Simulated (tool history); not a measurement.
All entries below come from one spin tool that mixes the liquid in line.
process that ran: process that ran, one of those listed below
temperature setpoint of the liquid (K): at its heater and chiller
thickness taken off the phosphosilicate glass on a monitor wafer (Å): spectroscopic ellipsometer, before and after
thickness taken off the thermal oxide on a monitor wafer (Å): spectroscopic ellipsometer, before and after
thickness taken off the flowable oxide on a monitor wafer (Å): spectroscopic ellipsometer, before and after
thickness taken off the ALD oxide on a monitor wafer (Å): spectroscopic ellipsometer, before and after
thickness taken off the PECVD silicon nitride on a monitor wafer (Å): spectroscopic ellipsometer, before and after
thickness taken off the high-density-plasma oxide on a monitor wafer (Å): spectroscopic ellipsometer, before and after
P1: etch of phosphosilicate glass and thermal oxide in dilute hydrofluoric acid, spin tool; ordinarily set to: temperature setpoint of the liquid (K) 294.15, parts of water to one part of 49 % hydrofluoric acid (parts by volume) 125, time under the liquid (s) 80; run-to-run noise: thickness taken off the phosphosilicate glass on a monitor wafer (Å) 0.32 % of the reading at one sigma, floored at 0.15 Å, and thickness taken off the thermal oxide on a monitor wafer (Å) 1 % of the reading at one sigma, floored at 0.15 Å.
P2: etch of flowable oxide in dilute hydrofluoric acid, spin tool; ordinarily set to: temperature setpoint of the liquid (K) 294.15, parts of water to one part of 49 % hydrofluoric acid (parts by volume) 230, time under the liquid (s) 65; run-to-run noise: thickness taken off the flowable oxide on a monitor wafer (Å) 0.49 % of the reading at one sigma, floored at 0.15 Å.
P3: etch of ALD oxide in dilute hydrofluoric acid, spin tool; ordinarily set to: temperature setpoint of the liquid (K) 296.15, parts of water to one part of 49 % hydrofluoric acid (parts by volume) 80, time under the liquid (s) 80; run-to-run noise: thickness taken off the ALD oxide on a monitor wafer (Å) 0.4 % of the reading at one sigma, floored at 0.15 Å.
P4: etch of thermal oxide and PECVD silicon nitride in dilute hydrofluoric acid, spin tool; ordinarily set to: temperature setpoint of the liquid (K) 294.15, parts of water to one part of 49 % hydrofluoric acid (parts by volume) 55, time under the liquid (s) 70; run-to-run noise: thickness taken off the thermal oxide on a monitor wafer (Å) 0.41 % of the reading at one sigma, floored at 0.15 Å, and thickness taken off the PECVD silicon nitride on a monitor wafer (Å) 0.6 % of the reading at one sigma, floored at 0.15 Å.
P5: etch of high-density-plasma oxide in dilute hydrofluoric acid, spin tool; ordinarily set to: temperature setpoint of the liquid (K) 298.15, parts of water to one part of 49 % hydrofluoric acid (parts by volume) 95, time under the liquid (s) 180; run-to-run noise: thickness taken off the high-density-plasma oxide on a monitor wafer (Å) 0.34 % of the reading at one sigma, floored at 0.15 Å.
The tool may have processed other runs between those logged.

run,hour,process that ran,temperature setpoint of the liquid (K),parts of water to one part of 49 % hydrofluoric acid (parts by volume),time under the liquid (s),hours since the thermometer was replaced,hours since the hydrofluoric acid flow meter was replaced,thickness taken off the phosphosilicate glass on a monitor wafer (Å),thickness taken off the thermal oxide on a monitor wafer (Å),thickness taken off the flowable oxide on a monitor wafer (Å),thickness taken off the ALD oxide on a monitor wafer (Å),thickness taken off the PECVD silicon nitride on a monitor wafer (Å),thickness taken off the high-density-plasma oxide on a monitor wafer (Å)
1,4.9,P1,294.15,125,80,544,812.8,438.75,25.62,,,,
2,9.7,P1,294.15,175,25,548.8,817.6,93.013,5.4323,,,,
3,13.2,P1,294.15,50,80,552.3,821.1,1202.4,69.551,,,,
4,17.5,P2,294.15,230,125,556.6,825.4,,,94.849,,,
5,22.6,P1,294.15,125,80,561.7,830.5,441.27,25.4,,,,
# hour 24.5: hydrofluoric acid flow meter replaced
6,25.7,P3,290.15,80,80,564.8,1.3,,,,127.79,,
7,29.3,P1,294.15,125,35,568.4,4.9,193.7,10.92,,,,
8,34.6,P3,296.15,80,80,573.7,10.2,,,,163.92,,
9,38.2,P3,296.15,30,80,577.3,13.8,,,,469.3,,
10,43.4,P1,294.15,125,80,582.5,19,439.97,26.145,,,,
11,45.8,P4,294.15,55,15,584.9,21.4,,11.902,,,12.802,
12,49,P4,294.15,55,70,588.1,24.6,,54.785,,,59.665,
13,54,P3,296.15,80,40,593.1,29.6,,,,82.191,,
14,58.8,P5,298.15,95,180,597.9,34.4,,,,,,101.78
15,63.9,P2,294.15,65,65,603,39.5,,,208.36,,,
16,66.4,P1,294.15,125,130,605.5,42,716.94,41.756,,,,
17,69.2,P3,296.15,80,80,608.3,44.8,,,,164.59,,
18,72.4,P1,294.15,125,80,611.5,48,439.09,25.457,,,,
19,75.1,P2,290.15,230,65,614.2,50.7,,,41.945,,,
20,78.9,P4,290.15,55,70,618,54.5,,46.224,,,44.859,
21,81.4,P1,301.65,125,80,620.5,57,587.99,34.878,,,,
22,85.4,P1,294.15,220,15,624.5,61,42.431,2.7091,,,,
23,88.3,P5,298.15,95,180,627.4,63.9,,,,,,102.09
24,93.7,P4,294.15,95,70,632.8,69.3,,30.21,,,34.346,
25,97.7,P1,294.15,195,80,636.8,73.3,260.08,15.245,,,,
26,102.1,P5,302.65,95,180,641.2,77.7,,,,,,121.38
27,105.7,P5,298.15,95,295,644.8,81.3,,,,,,166.97
28,110.6,P2,294.15,230,65,649.7,86.2,,,49.144,,,
29,115.3,P2,294.15,230,65,654.4,90.9,,,49.32,,,
30,119.6,P1,290.15,125,80,658.7,95.2,376.24,21.915,,,,
31,122.6,P1,294.15,125,80,661.7,98.2,438.92,25.338,,,,
32,128,P5,298.15,25,180,667.1,103.6,,,,,,423.48
33,131.5,P4,294.15,55,70,670.6,107.1,,54.755,,,58.648,
34,134.1,P1,294.15,125,80,673.2,109.7,440.05,25.493,,,,
35,137.3,P1,294.15,125,80,676.4,112.9,426.46,24.611,,,,
36,141.6,P1,294.15,125,80,680.7,117.2,420.68,24.291,,,,
37,144.1,P1,294.15,125,80,683.2,119.7,415.07,23.772,,,,
38,147.8,P1,294.15,125,80,686.9,123.4,411.17,24.176,,,,
39,152.2,P1,294.15,125,80,691.3,127.8,409.29,23.333,,,,
40,156.3,P1,294.15,125,80,695.4,131.9,408.26,23.361,,,,
41,158.7,P1,294.15,125,80,697.8,134.3,405.3,23.84,,,,
42,164.1,P1,294.15,125,80,703.2,139.7,406.72,23.69,,,,

What P1 gives has crept away from where it was. These 2 causes fit the log equally well, each at the size given:
A: liquid colder than its thermometer reads (K) = 2.06
B: hydrofluoric acid flow below the setpoint (%) = 7.03
The drift started at roughly hour 134.1.

Question marks stand in for the results of the 4 check runs listed below, each run on one wafer. Under which run would the listed causes show clearly different results?
check 1,169.5,P4,294.15,55,70,,,,?,,,?,
check 2,169.5,P5,298.15,95,180,,,,,,,,?
check 3,169.5,P2,294.15,230,65,,,,,?,,,
check 4,169.5,P3,296.15,80,80,,,,,,?,,

Predicted outcomes, by check and by cause:
check,result,if A,if B
check 1,thickness taken off the thermal oxide on a monitor wafer (Å),50.122,50.587
check 1,thickness taken off the PECVD silicon nitride on a monitor wafer (Å),51.04,54.835
check 2,thickness taken off the high-density-plasma oxide on a monitor wafer (Å),93.667,93.669
check 3,thickness taken off the flowable oxide on a monitor wafer (Å),45.511,44.993
check 4,thickness taken off the ALD oxide on a monitor wafer (Å),150.46,151.06
Smallest distance between any two causes, each pair judged by its most separating result, in per cent: check 1 7.17 %; check 2 0 %; check 3 1.15 %; check 4 0.39 %
The causes can be told apart only by check 1. The other checks would give nearly the same results under each of them.

With check 1 done, the readings were: thickness taken off the thermal oxide on a monitor wafer (Å) 50.798; thickness taken off the PECVD silicon nitride on a monitor wafer (Å) 55.263. Identify which of the listed causes applies.

It was cause B: hydrofluoric acid flow below the setpoint (%).

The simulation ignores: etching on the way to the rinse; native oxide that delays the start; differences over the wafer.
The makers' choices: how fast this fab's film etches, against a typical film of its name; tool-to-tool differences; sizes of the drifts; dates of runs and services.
